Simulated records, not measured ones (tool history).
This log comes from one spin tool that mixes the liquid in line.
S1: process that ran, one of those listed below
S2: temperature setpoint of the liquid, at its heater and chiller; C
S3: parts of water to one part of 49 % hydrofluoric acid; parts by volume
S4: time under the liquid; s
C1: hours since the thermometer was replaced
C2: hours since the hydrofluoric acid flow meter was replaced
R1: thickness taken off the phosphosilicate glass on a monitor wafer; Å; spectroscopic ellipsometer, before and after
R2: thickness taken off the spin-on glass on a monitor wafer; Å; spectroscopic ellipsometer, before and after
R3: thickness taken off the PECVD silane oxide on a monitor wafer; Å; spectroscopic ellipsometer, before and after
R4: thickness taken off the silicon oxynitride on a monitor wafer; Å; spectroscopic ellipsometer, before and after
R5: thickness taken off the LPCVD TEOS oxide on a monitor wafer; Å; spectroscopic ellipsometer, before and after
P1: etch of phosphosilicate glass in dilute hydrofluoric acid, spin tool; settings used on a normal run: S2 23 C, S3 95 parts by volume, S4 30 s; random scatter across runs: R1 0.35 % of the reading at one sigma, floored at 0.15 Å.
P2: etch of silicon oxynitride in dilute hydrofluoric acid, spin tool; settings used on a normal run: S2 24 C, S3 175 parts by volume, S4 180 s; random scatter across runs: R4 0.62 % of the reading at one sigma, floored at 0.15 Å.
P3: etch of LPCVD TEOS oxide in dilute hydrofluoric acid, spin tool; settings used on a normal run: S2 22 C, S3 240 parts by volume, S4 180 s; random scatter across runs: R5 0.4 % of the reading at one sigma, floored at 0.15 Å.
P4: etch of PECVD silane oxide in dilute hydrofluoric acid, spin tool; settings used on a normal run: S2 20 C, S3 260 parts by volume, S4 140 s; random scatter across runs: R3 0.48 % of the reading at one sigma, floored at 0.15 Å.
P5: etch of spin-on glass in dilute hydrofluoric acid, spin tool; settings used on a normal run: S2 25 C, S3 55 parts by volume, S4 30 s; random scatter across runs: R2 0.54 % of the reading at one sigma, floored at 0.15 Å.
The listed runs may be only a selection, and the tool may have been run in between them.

run   hour  S1    S2   S3   S4      C1     C2      R1      R2      R3      R4      R5
  1    7.7  P1    23   95   30  1244.6  412.3  530.83
  2   11.7  P1    17   95   30  1248.6  416.3  415.79
  3   17.9  P5    25   55   30  1254.8  422.5          341.04
  4   22.4  P4    20  260  140  1259.3    427                  76.452
  5   28.6  P1    23  170   30  1265.5  433.2  273.99
  6   33.2  P2    24  175  180  1270.1  437.8                          34.988
  7   37.8  P1    23   95   30  1274.7  442.4  535.08
  8     43  P4    17  260  140  1279.9  447.6                  68.727
  9     48  P1    23   95   30  1284.9  452.6  530.47
 10   55.8  P1    23   95   55  1292.7  460.4  978.68
 11   64.8  P2    24  175  180  1301.7  469.4                          35.528
 12   72.9  P1    23   95   30  1309.8  477.5  533.35
 13   78.6  P4    20  260  205  1315.5  483.2                  113.43
 14   85.8  P1  27.5   95   30  1322.7  490.4  636.75
 15   91.9  P1    23   95   15  1328.8  496.5  266.04
 16   96.2  P5    20   55   30  1333.1  500.8          277.73
 17  103.5  P1    23   35   55  1340.4  508.1  2860.9
 18    110  P1    23   95   30  1346.9  514.6  537.98
 19  116.4  P3    22  240  180  1353.3    521                                  307.54
 20  125.1  P2    24  175   65    1362  529.7                          12.943
 21  130.7  P3    22  240  180  1367.6  535.3                                  306.25
 22  137.6  P1    17   95   60  1374.5  542.2  836.45
 23  146.6  P3    22   50  180  1383.5  551.2                                  1813.4
 24  151.7  P2    24  270  180  1388.6  556.3                          21.375
 25  158.4  P5    25   90   30  1395.3    563          199.38
     163.4  -- hydrofluoric acid flow meter replaced
 26  163.7  P4    20  260  140  1400.6    0.3                  77.325
 27  167.6  P5    25   55   30  1404.5    4.2          341.98
 28    176  P1    23   20   30  1412.9   12.6  2804.1
 29  183.1  P3    22  240  310    1420   19.7                                  530.87
 30  191.7  P2  32.5  175  180  1428.6   28.3                           49.91
 31  195.7  P4    20  465  140  1432.6   32.3                  36.167
 32  202.1  P1  19.5   95   15    1439   38.7  231.26
 33  210.2  P3  28.5  240  180  1447.1   46.8                                  388.29
 34  214.1  P5    25   55   45    1451   50.7          512.79
 35  219.7  P1    23   95   30  1456.6   56.3  536.68
 36    224  P1    23   95   30  1460.9   60.6  516.47
 37  230.4  P1    23   95   30  1467.3     67  498.35
 38  237.3  P1    23   95   30  1474.2   73.9  492.25
 39  245.5  P1    23   95   30  1482.4   82.1     487
 40  252.8  P1    23   95   30  1489.7   89.4  486.45
 41    259  P1    23   95   30  1495.9   95.6  486.26

What P1 gives has crept off from where it sat before. The 2 causes that follow fit the log equally well, each at the size noted:
A: liquid colder than its thermometer reads (K) = 2.41
B: hydrofluoric acid flow below the setpoint (%) = 8.36
The onset of the drift is placed at about hour 219.7.

The list below offers 4 check runs, each averaging the results of 2 wafers, and shows each result as a question mark. For which of them would the listed causes give clearly different results?
check 1  265.2  P4  20  445  140                   ?
check 2  265.2  P3  22   60  180                           ?
check 3  265.2  P5  25   85   30               ?
check 4  265.2  P2  29  175   75                       ?

Check results expected under each cause:
  check  result    if A    if B
check 1      R3  35.353  34.097
check 2      R5  1352.5    1362
check 3      R2  193.49   193.4
check 4      R4  16.385   16.44
Gap, in per cent, between the two causes that each check separates least, read from the result that separates them most: check 1 3.62 %; check 2 0.7 %; check 3 0.05 %; check 4 0.34 %
The causes can be told apart only by check 1. The other checks would give nearly the same results under each of them.

Check 1 has now been run. It gave: R3 33.873 Å. Which of the candidate causes is it?

The correct cause is B, namely: hydrofluoric acid flow below the setpoint (%).
